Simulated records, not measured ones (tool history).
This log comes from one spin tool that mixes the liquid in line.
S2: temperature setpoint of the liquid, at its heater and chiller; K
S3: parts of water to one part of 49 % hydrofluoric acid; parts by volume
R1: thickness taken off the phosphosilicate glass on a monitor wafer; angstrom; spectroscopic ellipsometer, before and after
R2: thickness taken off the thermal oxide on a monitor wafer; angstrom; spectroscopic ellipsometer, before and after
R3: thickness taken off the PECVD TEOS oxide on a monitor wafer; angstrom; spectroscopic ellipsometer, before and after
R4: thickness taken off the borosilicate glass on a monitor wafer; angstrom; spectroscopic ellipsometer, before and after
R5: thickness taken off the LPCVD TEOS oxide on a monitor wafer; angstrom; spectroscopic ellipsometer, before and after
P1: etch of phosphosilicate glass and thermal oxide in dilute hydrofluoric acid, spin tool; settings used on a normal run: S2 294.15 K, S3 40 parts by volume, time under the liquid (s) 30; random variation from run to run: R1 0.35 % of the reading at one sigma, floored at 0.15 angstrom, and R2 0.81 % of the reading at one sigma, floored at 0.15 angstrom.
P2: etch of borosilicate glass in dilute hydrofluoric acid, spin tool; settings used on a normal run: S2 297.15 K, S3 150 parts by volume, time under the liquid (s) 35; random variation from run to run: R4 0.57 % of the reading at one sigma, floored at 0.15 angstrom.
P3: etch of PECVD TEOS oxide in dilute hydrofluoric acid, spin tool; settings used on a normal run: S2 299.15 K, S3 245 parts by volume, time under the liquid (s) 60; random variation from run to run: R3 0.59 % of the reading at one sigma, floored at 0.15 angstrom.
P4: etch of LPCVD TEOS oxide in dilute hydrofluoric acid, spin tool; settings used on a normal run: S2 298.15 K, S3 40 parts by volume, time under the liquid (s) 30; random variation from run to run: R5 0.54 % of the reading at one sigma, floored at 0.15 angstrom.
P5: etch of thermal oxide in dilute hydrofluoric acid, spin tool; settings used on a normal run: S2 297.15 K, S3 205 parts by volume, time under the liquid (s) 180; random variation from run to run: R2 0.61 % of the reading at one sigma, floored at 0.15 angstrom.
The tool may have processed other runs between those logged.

{"run": 1, "hour": 3.1, "process that ran": "P1", "S2": 294.15, "S3": 40, "time under the liquid (s)": 30, "R1": 987.62, "R2": 33.171}
{"run": 2, "hour": 7.2, "process that ran": "P3", "S2": 299.15, "S3": 410, "time under the liquid (s)": 60, "R3": 25.25}
{"run": 3, "hour": 10.4, "process that ran": "P5", "S2": 297.15, "S3": 50, "time under the liquid (s)": 180, "R2": 178.07}
{"run": 4, "hour": 13.2, "process that ran": "P3", "S2": 299.15, "S3": 245, "time under the liquid (s)": 60, "R3": 49.649}
{"run": 5, "hour": 16.4, "process that ran": "P2", "S2": 297.15, "S3": 30, "time under the liquid (s)": 35, "R4": 319.2}
{"run": 6, "hour": 18.8, "process that ran": "P1", "S2": 294.15, "S3": 40, "time under the liquid (s)": 30, "R1": 986.41, "R2": 33.578}
{"run": 7, "hour": 23.0, "process that ran": "P4", "S2": 298.15, "S3": 70, "time under the liquid (s)": 30, "R5": 253.21}
{"run": 8, "hour": 25.4, "process that ran": "P1", "S2": 294.15, "S3": 70, "time under the liquid (s)": 30, "R1": 544.23, "R2": 18.087}
{"run": 9, "hour": 29.9, "process that ran": "P3", "S2": 299.15, "S3": 245, "time under the liquid (s)": 15, "R3": 12.278}
{"run": 10, "hour": 33.2, "process that ran": "P1", "S2": 294.15, "S3": 40, "time under the liquid (s)": 55, "R1": 1813.9, "R2": 60.247}
{"run": 11, "hour": 37.5, "process that ran": "P1", "S2": 294.15, "S3": 25, "time under the liquid (s)": 15, "R1": 798.06, "R2": 26.864}
{"run": 12, "hour": 39.9, "process that ran": "P4", "S2": 298.15, "S3": 40, "time under the liquid (s)": 30, "R5": 457.53}
{"run": 13, "hour": 43.2, "process that ran": "P4", "S2": 298.15, "S3": 40, "time under the liquid (s)": 15, "R5": 229.86}
{"run": 14, "hour": 46.9, "process that ran": "P4", "S2": 298.15, "S3": 40, "time under the liquid (s)": 30, "R5": 461.45}
{"run": 15, "hour": 51.0, "process that ran": "P1", "S2": 299.15, "S3": 40, "time under the liquid (s)": 30, "R1": 1212.5, "R2": 40.139}
{"run": 16, "hour": 53.7, "process that ran": "P1", "S2": 290.15, "S3": 40, "time under the liquid (s)": 30, "R1": 826.86, "R2": 27.719}
{"run": 17, "hour": 58.0, "process that ran": "P1", "S2": 294.15, "S3": 40, "time under the liquid (s)": 30, "R1": 986.36, "R2": 32.582}
{"run": 18, "hour": 60.5, "process that ran": "P1", "S2": 294.15, "S3": 40, "time under the liquid (s)": 15, "R1": 491.94, "R2": 16.48}
{"run": 19, "hour": 63.6, "process that ran": "P3", "S2": 299.15, "S3": 245, "time under the liquid (s)": 60, "R3": 49.462}
{"run": 20, "hour": 66.1, "process that ran": "P4", "S2": 305.65, "S3": 40, "time under the liquid (s)": 30, "R5": 619.23}
{"run": 21, "hour": 70.1, "process that ran": "P3", "S2": 294.65, "S3": 245, "time under the liquid (s)": 60, "R3": 42.529}
{"run": 22, "hour": 74.3, "process that ran": "P2", "S2": 297.15, "S3": 150, "time under the liquid (s)": 35, "R4": 55.341}
{"run": 23, "hour": 77.4, "process that ran": "P2", "S2": 305.65, "S3": 150, "time under the liquid (s)": 35, "R4": 76.127}
{"run": 24, "hour": 79.6, "process that ran": "P5", "S2": 297.15, "S3": 205, "time under the liquid (s)": 180, "R2": 36.153}
{"run": 25, "hour": 81.7, "process that ran": "P1", "S2": 294.15, "S3": 20, "time under the liquid (s)": 30, "R1": 2023.4, "R2": 67.503}

The next listed run, before its measurement:
{"run": 26, "hour": 84.7, "process that ran": "P5", "S2": 297.15, "S3": 205, "time under the liquid (s)": 360, "R2": "?"}

R2: 72.281 angstrom
